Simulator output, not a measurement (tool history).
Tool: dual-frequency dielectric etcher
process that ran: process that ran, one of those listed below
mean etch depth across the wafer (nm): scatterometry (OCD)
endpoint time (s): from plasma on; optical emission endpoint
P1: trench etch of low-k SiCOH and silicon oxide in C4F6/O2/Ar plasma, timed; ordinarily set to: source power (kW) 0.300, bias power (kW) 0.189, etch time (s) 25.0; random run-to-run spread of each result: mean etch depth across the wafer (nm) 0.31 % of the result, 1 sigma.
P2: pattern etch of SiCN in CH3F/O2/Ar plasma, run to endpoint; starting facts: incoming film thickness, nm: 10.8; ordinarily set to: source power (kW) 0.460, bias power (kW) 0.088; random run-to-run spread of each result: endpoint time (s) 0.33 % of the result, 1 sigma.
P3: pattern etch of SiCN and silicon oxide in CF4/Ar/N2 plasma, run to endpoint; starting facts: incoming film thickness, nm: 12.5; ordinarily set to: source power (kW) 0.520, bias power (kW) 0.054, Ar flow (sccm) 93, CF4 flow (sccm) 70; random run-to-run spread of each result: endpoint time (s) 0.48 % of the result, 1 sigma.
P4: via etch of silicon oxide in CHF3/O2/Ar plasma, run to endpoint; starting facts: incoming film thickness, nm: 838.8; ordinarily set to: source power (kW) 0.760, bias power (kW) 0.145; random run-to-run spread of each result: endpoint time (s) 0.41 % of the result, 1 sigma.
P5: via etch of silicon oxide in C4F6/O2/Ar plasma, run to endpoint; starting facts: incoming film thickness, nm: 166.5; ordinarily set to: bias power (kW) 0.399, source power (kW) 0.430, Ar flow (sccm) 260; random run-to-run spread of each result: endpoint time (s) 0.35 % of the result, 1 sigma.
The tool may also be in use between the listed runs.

run	hour	process that ran	source power (kW)	bias power (kW)	etch time (s)	Ar flow (sccm)	CF4 flow (sccm)	hours since the last wet clean	hours since the last source power generator calibration	hours since the last bias power generator calibration	mean etch depth across the wafer (nm)	endpoint time (s)
1	8.9	P1	0.300	0.189	25.0			109.3	693.8	718.6	67.424	
2	23.3	P1	0.300	0.125	33.5			123.7	708.2	733.0	78.977	
3	34.7	P5	0.430	0.399		160		135.1	719.6	744.4		37.523
4	50.0	P2	0.460	0.088				150.4	734.9	759.7		26.215
5	62.0	P1	0.180	0.261	25.0			162.4	746.9	771.7	61.917	
6	70.3	P1	0.190	0.189	17.0			170.7	755.2	780.0	38.557	
# hour 83.9: wet clean of the chamber
7	86.1	P3	0.520	0.054		93	70	2.3	771.0	795.8		13.854
8	100.1	P3	0.520	0.072		93	70	16.3	785.0	809.8		12.760
9	116.2	P1	0.300	0.189	35.5			32.4	801.1	825.9	95.782	
10	123.9	P5	0.430	0.399		260		40.1	808.8	833.6		39.574
11	138.9	P1	0.300	0.189	18.5			55.1	823.8	848.6	49.783	
12	153.6	P3	0.690	0.054		93	70	69.8	838.5	863.3		10.773
13	168.5	P5	0.330	0.399		260		84.7	853.4	878.2		43.504
14	176.2	P2	0.460	0.124				92.4	861.1	885.9		22.999
15	189.7	P2	0.460	0.088				105.9	874.6	899.4		26.085
16	202.9	P1	0.300	0.248	25.0			119.1	887.8	912.6	73.811	
17	214.1	P3	0.520	0.054		93	70	130.3	899.0	923.8		13.847
18	226.8	P4	0.760	0.201				143.0	911.7	936.5		370.070
19	238.8	P1	0.300	0.189	25.0			155.0	923.7	948.5	67.362	
20	254.9	P1	0.220	0.189	25.0			171.1	939.8	964.6	59.567	
21	264.4	P5	0.430	0.541		260		180.6	949.3	974.1		34.959
22	274.4	P1	0.300	0.189	25.0			190.6	959.3	984.1	67.411	
# hour 280.7: bias power generator calibrated
23	282.4	P3	0.520	0.054		112	70	198.6	967.3	1.7		14.401
24	293.9	P4	1.030	0.145				210.1	978.8	13.2		366.600
25	308.6	P2	0.630	0.088				224.8	993.5	27.9		23.369
26	324.3	P4	0.760	0.145				240.5	1009.2	43.6		413.610
27	337.6	P5	0.430	0.399		260		253.8	1022.5	56.9		39.417
28	348.0	P3	0.520	0.054		93	42	264.2	1032.9	67.3		15.359
29	364.1	P1	0.300	0.130	25.0			280.3	1049.0	83.4	60.099	
30	379.0	P1	0.390	0.189	25.0			295.2	1063.9	98.3	74.066	
31	388.2	P1	0.300	0.189	25.0			304.4	1073.1	107.5	67.087	

Expected results for the next run?
32	402.1	P1	0.300	0.189	25.0			318.3	1087.0	121.4	?	

{"run 32": {"mean etch depth across the wafer (nm)": 67.48}}
